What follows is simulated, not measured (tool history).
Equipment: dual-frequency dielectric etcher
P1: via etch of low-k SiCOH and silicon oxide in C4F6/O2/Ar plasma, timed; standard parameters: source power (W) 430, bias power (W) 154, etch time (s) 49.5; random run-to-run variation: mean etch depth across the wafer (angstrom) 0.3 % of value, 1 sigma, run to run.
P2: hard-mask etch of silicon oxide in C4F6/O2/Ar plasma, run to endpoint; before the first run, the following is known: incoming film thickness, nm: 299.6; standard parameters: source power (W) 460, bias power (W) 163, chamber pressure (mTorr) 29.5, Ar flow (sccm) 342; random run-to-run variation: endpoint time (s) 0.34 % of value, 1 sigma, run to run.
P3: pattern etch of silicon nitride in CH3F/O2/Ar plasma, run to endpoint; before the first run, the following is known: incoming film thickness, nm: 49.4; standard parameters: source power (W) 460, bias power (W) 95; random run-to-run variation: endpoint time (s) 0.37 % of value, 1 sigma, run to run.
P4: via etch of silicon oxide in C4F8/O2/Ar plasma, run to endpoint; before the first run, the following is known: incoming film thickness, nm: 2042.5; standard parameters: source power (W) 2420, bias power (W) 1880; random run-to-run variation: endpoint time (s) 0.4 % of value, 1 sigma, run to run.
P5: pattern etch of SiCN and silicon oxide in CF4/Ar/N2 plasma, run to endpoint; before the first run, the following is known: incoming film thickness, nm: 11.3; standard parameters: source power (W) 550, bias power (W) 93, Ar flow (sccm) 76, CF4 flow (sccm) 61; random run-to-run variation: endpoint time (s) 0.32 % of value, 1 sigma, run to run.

run  hour  process that ran  source power (W)  bias power (W)  etch time (s)  chamber pressure (mTorr)  Ar flow (sccm)  CF4 flow (sccm)  hours since the last wet clean  hours since the last source power generator calibration  hours since the last bias power generator calibration  mean etch depth across the wafer (angstrom)  endpoint time (s)
  1   3.3                P1               430             154           49.5                                                                                      126.2                                                    946.3                                                 1040.9                                       1345.3
  2   7.0                P3               460             131                                                                                                     129.9                                                    950.0                                                 1044.6                                                         54.1770
  3  11.3                P1               430             154           49.5                                                                                      134.2                                                    954.3                                                 1048.9                                       1333.3
  4  16.4                P2               460             163                                     37.0             342                                            139.3                                                    959.4                                                 1054.0                                                         99.9310
  5  20.7                P4              2420            1880                                                                                                     143.6                                                    963.7                                                 1058.3                                                        380.8900
  6  26.0                P5               550              93                                                       76               61                           148.9                                                    969.0                                                 1063.6                                                          9.6905
  7  30.1                P1               430             154           66.0                                                                                      153.0                                                    973.1                                                 1067.7                                       1786.3
  8  32.6                P4              2420            2299                                                                                                     155.5                                                    975.6                                                 1070.2                                                        359.2800
  9  36.9                P1               250             154           49.5                                                                                      159.8                                                    979.9                                                 1074.5                                       1082.4
 10  41.2                P1               430             154           49.5                                                                                      164.1                                                    984.2                                                 1078.8                                       1335.9
 11  44.8                P1               430              99           49.5                                                                                      167.7                                                    987.8                                                 1082.4                                       1181.2
 12  48.4                P1               430             154           49.5                                                                                      171.3                                                    991.4                                                 1086.0                                       1339.2
 13  53.4                P5               550              59                                                       76               61                           176.3                                                    996.4                                                 1091.0                                                         11.2170
 14  56.2                P2               460             163                                     29.5             342                                            179.1                                                    999.2                                                 1093.8                                                         96.3320
 15  61.0                P2               460             163                                     29.5             224                                            183.9                                                   1004.0                                                 1098.6                                                         92.2940
 16  65.4                P5               550              93                                                       76               75                           188.3                                                   1008.4                                                 1103.0                                                          9.3884
 17  69.4                P3               460              95                                                                                                     192.3                                                   1012.4                                                 1107.0                                                         61.2440
 18  74.9                P1               430             154           49.5                                                                                      197.8                                                   1017.9                                                 1112.5                                       1341.8
 19  78.8                P1               590             154           64.0                                                                                      201.7                                                   1021.8                                                 1116.4                                       1960.5

Forecast run 20:
 20  81.6                P2               460             224                                     29.5             342                                            204.5                                                   1024.6                                                 1119.2                                                               ?

Run 20 yielded endpoint time (s) 87.7730.

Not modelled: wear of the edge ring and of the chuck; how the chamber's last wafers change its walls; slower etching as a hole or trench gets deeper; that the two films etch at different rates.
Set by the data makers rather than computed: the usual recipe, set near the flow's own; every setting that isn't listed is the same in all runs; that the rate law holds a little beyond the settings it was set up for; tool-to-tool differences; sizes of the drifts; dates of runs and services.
